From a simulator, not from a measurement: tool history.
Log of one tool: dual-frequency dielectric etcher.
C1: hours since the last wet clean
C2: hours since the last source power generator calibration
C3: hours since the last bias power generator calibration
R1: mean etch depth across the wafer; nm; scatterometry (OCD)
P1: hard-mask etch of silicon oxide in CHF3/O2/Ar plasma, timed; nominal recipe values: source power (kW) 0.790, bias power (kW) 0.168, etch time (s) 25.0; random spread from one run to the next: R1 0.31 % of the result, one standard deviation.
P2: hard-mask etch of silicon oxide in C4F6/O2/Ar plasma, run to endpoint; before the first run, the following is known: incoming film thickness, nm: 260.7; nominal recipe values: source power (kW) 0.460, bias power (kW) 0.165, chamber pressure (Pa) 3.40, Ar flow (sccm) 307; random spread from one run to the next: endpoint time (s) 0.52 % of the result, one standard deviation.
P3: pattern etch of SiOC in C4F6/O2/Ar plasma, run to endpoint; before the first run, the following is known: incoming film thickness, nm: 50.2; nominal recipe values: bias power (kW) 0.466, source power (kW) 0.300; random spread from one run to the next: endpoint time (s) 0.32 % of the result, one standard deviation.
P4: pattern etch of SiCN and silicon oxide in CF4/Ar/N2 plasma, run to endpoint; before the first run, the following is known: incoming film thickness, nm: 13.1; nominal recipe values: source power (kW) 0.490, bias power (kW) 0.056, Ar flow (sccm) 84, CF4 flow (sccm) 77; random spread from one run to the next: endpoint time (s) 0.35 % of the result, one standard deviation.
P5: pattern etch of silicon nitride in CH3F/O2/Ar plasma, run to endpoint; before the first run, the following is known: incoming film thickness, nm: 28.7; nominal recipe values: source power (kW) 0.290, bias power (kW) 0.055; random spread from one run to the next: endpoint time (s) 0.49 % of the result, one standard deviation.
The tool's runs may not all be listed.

run 1 day=0.404 | process_that_ran=P1 source_power_(kW)=0.790 bias_power_(kW)=0.168 etch_time_(s)=25.0 | C1=175.8 C2=949.6 C3=1406.5 | R1=52.632
run 2 day=0.788 | process_that_ran=P5 source_power_(kW)=0.290 bias_power_(kW)=0.035 | C1=185.0 C2=958.8 C3=1415.7 | endpoint_time_(s)=58.813
run 3 day=1.000 | process_that_ran=P2 source_power_(kW)=0.460 bias_power_(kW)=0.165 chamber_pressure_(Pa)=3.40 Ar_flow_(sccm)=381 | C1=190.1 C2=963.9 C3=1420.8 | endpoint_time_(s)=82.010
run 4 day=1.283 | process_that_ran=P1 source_power_(kW)=0.790 bias_power_(kW)=0.168 etch_time_(s)=25.0 | C1=196.9 C2=970.7 C3=1427.6 | R1=52.997
run 5 day=1.483 | process_that_ran=P3 source_power_(kW)=0.420 bias_power_(kW)=0.466 | C1=201.7 C2=975.5 C3=1432.4 | endpoint_time_(s)=17.179
-- day=1.642 source power generator calibrated
run 6 day=1.867 | process_that_ran=P1 source_power_(kW)=0.790 bias_power_(kW)=0.168 etch_time_(s)=25.0 | C1=210.9 C2=5.4 C3=1441.6 | R1=52.657
run 7 day=2.058 | process_that_ran=P1 source_power_(kW)=0.790 bias_power_(kW)=0.168 etch_time_(s)=25.0 | C1=215.5 C2=10.0 C3=1446.2 | R1=52.811
run 8 day=2.412 | process_that_ran=P2 source_power_(kW)=0.460 bias_power_(kW)=0.165 chamber_pressure_(Pa)=3.40 Ar_flow_(sccm)=307 | C1=224.0 C2=18.5 C3=1454.7 | endpoint_time_(s)=80.361
run 9 day=2.633 | process_that_ran=P1 source_power_(kW)=0.790 bias_power_(kW)=0.168 etch_time_(s)=25.0 | C1=229.3 C2=23.8 C3=1460.0 | R1=52.937
run 10 day=2.975 | process_that_ran=P2 source_power_(kW)=0.460 bias_power_(kW)=0.131 chamber_pressure_(Pa)=3.40 Ar_flow_(sccm)=307 | C1=237.5 C2=32.0 C3=1468.2 | endpoint_time_(s)=86.121
run 11 day=3.267 | process_that_ran=P4 source_power_(kW)=0.360 bias_power_(kW)=0.056 Ar_flow_(sccm)=84 CF4_flow_(sccm)=77 | C1=244.5 C2=39.0 C3=1475.2 | endpoint_time_(s)=19.988
run 12 day=3.583 | process_that_ran=P1 source_power_(kW)=0.790 bias_power_(kW)=0.168 etch_time_(s)=25.0 | C1=252.1 C2=46.6 C3=1482.8 | R1=52.582
run 13 day=3.829 | process_that_ran=P1 source_power_(kW)=0.470 bias_power_(kW)=0.168 etch_time_(s)=14.0 | C1=258.0 C2=52.5 C3=1488.7 | R1=24.122
run 14 day=4.179 | process_that_ran=P3 source_power_(kW)=0.300 bias_power_(kW)=0.630 | C1=266.4 C2=60.9 C3=1497.1 | endpoint_time_(s)=17.357
run 15 day=4.433 | process_that_ran=P1 source_power_(kW)=0.790 bias_power_(kW)=0.168 etch_time_(s)=30.5 | C1=272.5 C2=67.0 C3=1503.2 | R1=64.299
run 16 day=4.850 | process_that_ran=P1 source_power_(kW)=0.520 bias_power_(kW)=0.168 etch_time_(s)=25.0 | C1=282.5 C2=77.0 C3=1513.2 | R1=44.857
run 17 day=5.133 | process_that_ran=P2 source_power_(kW)=0.460 bias_power_(kW)=0.165 chamber_pressure_(Pa)=3.40 Ar_flow_(sccm)=307 | C1=289.3 C2=83.8 C3=1520.0 | endpoint_time_(s)=80.491
run 18 day=5.429 | process_that_ran=P4 source_power_(kW)=0.490 bias_power_(kW)=0.074 Ar_flow_(sccm)=84 CF4_flow_(sccm)=77 | C1=296.4 C2=90.9 C3=1527.1 | endpoint_time_(s)=13.848
run 19 day=5.779 | process_that_ran=P1 source_power_(kW)=0.790 bias_power_(kW)=0.216 etch_time_(s)=25.0 | C1=304.8 C2=99.3 C3=1535.5 | R1=57.569
run 20 day=5.988 | process_that_ran=P5 source_power_(kW)=0.290 bias_power_(kW)=0.055 | C1=309.8 C2=104.3 C3=1540.5 | endpoint_time_(s)=51.177
run 21 day=6.267 | process_that_ran=P3 source_power_(kW)=0.300 bias_power_(kW)=0.466 | C1=316.5 C2=111.0 C3=1547.2 | endpoint_time_(s)=19.467
run 22 day=6.608 | process_that_ran=P1 source_power_(kW)=0.960 bias_power_(kW)=0.168 etch_time_(s)=25.0 | C1=324.7 C2=119.2 C3=1555.4 | R1=56.993
run 23 day=7.042 | process_that_ran=P4 source_power_(kW)=0.490 bias_power_(kW)=0.056 Ar_flow_(sccm)=84 CF4_flow_(sccm)=61 | C1=335.1 C2=129.6 C3=1565.8 | endpoint_time_(s)=15.863
run 24 day=7.288 | process_that_ran=P2 source_power_(kW)=0.460 bias_power_(kW)=0.165 chamber_pressure_(Pa)=4.27 Ar_flow_(sccm)=307 | C1=341.0 C2=135.5 C3=1571.7 | endpoint_time_(s)=81.840
run 25 day=7.658 | process_that_ran=P2 source_power_(kW)=0.270 bias_power_(kW)=0.165 chamber_pressure_(Pa)=3.40 Ar_flow_(sccm)=307 | C1=349.9 C2=144.4 C3=1580.6 | endpoint_time_(s)=98.610
run 26 day=7.846 | process_that_ran=P1 source_power_(kW)=0.790 bias_power_(kW)=0.133 etch_time_(s)=25.0 | C1=354.4 C2=148.9 C3=1585.1 | R1=49.179
run 27 day=8.100 | process_that_ran=P1 source_power_(kW)=0.500 bias_power_(kW)=0.201 etch_time_(s)=25.0 | C1=360.5 C2=155.0 C3=1591.2 | R1=47.299
run 28 day=8.458 | process_that_ran=P3 source_power_(kW)=0.300 bias_power_(kW)=0.466 | C1=369.1 C2=163.6 C3=1599.8 | endpoint_time_(s)=19.357
run 29 day=8.654 | process_that_ran=P4 source_power_(kW)=0.490 bias_power_(kW)=0.056 Ar_flow_(sccm)=84 CF4_flow_(sccm)=77 | C1=373.8 C2=168.3 C3=1604.5 | endpoint_time_(s)=15.130
run 30 day=8.904 | process_that_ran=P4 source_power_(kW)=0.490 bias_power_(kW)=0.056 Ar_flow_(sccm)=117 CF4_flow_(sccm)=77 | C1=379.8 C2=174.3 C3=1610.5 | endpoint_time_(s)=16.048
run 31 day=9.183 | process_that_ran=P1 source_power_(kW)=0.970 bias_power_(kW)=0.168 etch_time_(s)=17.5 | C1=386.5 C2=181.0 C3=1617.2 | R1=40.275
run 32 day=9.383 | process_that_ran=P1 source_power_(kW)=0.790 bias_power_(kW)=0.168 etch_time_(s)=25.0 | C1=391.3 C2=185.8 C3=1622.0 | R1=52.806
run 33 day=9.729 | process_that_ran=P4 source_power_(kW)=0.490 bias_power_(kW)=0.056 Ar_flow_(sccm)=84 CF4_flow_(sccm)=77 | C1=399.6 C2=194.1 C3=1630.3 | endpoint_time_(s)=15.133
run 34 day=9.979 | process_that_ran=P1 source_power_(kW)=0.790 bias_power_(kW)=0.168 etch_time_(s)=18.5 | C1=405.6 C2=200.1 C3=1636.3 | R1=39.097
run 35 day=10.338 | process_that_ran=P5 source_power_(kW)=0.180 bias_power_(kW)=0.055 | C1=414.2 C2=208.7 C3=1644.9 | endpoint_time_(s)=60.844
run 36 day=10.533 | process_that_ran=P1 source_power_(kW)=0.790 bias_power_(kW)=0.168 etch_time_(s)=25.0 | C1=418.9 C2=213.4 C3=1649.6 | R1=52.823
run 37 day=10.804 | process_that_ran=P1 source_power_(kW)=0.790 bias_power_(kW)=0.168 etch_time_(s)=25.0 | C1=425.4 C2=219.9 C3=1656.1 | R1=52.483
run 38 day=11.125 | process_that_ran=P1 source_power_(kW)=0.790 bias_power_(kW)=0.168 etch_time_(s)=25.0 | C1=433.1 C2=227.6 C3=1663.8 | R1=52.601
-- day=11.417 wet clean of the chamber
run 39 day=11.512 | process_that_ran=P1 source_power_(kW)=0.790 bias_power_(kW)=0.168 etch_time_(s)=25.0 | C1=2.3 C2=236.9 C3=1673.1 | R1=52.147
run 40 day=11.833 | process_that_ran=P1 source_power_(kW)=0.790 bias_power_(kW)=0.168 etch_time_(s)=25.0 | C1=10.0 C2=244.6 C3=1680.8 | R1=52.005
run 41 day=12.179 | process_that_ran=P1 source_power_(kW)=0.790 bias_power_(kW)=0.168 etch_time_(s)=25.0 | C1=18.3 C2=252.9 C3=1689.1 | R1=52.178
run 42 day=12.383 | process_that_ran=P1 source_power_(kW)=0.790 bias_power_(kW)=0.168 etch_time_(s)=25.0 | C1=23.2 C2=257.8 C3=1694.0 | R1=52.017
run 43 day=12.804 | process_that_ran=P1 source_power_(kW)=0.790 bias_power_(kW)=0.168 etch_time_(s)=25.0 | C1=33.3 C2=267.9 C3=1704.1 | R1=51.898

What P1 gives has crept off from where it sat before. The 2 causes that follow fit the log equally well, each at the size noted:
A: source power that arrives under what is set, % = 3.97
B: bias power that arrives under what is set, % = 4.72
The creep began at about day 10.533.
Excluded causes, each with its reason:
chamber walls in a state that lowers the etch rate, %: serviced at day 11.417, after the change had begun; the process did not return to its earlier output

Which of the check runs below tells the causes apart, meaning the causes would give it clearly different results? Each run uses 2 wafers whose results are averaged, and each result is shown as a question mark.
run check 1 day=13.225 | process_that_ran=P5 source_power_(kW)=0.230 bias_power_(kW)=0.045 | endpoint_time_(s)=?
run check 2 day=13.225 | process_that_ran=P4 source_power_(kW)=0.490 bias_power_(kW)=0.056 Ar_flow_(sccm)=84 CF4_flow_(sccm)=63 | endpoint_time_(s)=?
run check 3 day=13.225 | process_that_ran=P2 source_power_(kW)=0.280 bias_power_(kW)=0.165 chamber_pressure_(Pa)=3.40 Ar_flow_(sccm)=307 | endpoint_time_(s)=?
run check 4 day=13.225 | process_that_ran=P3 source_power_(kW)=0.400 bias_power_(kW)=0.466 | endpoint_time_(s)=?

Predicted outcomes, by check and by cause:
check=check_1 result=endpoint_time_(s) if_A=60.400 if_B=60.384
check=check_2 result=endpoint_time_(s) if_A=16.237 if_B=15.899
check=check_3 result=endpoint_time_(s) if_A=98.942 if_B=98.901
check=check_4 result=endpoint_time_(s) if_A=17.722 if_B=17.772
Gap, in per cent, between the two causes that each check separates least, read from the result that separates them most: check 1 0.03 %; check 2 2.11 %; check 3 0.04 %; check 4 0.28 %
Only check 2 tells the causes apart: in the others they would give nearly the same result.

Check 2 has now been run. It gave: endpoint time (s) 15.864. Which of the candidate causes is it?

It is B: bias power that arrives under what is set, %.
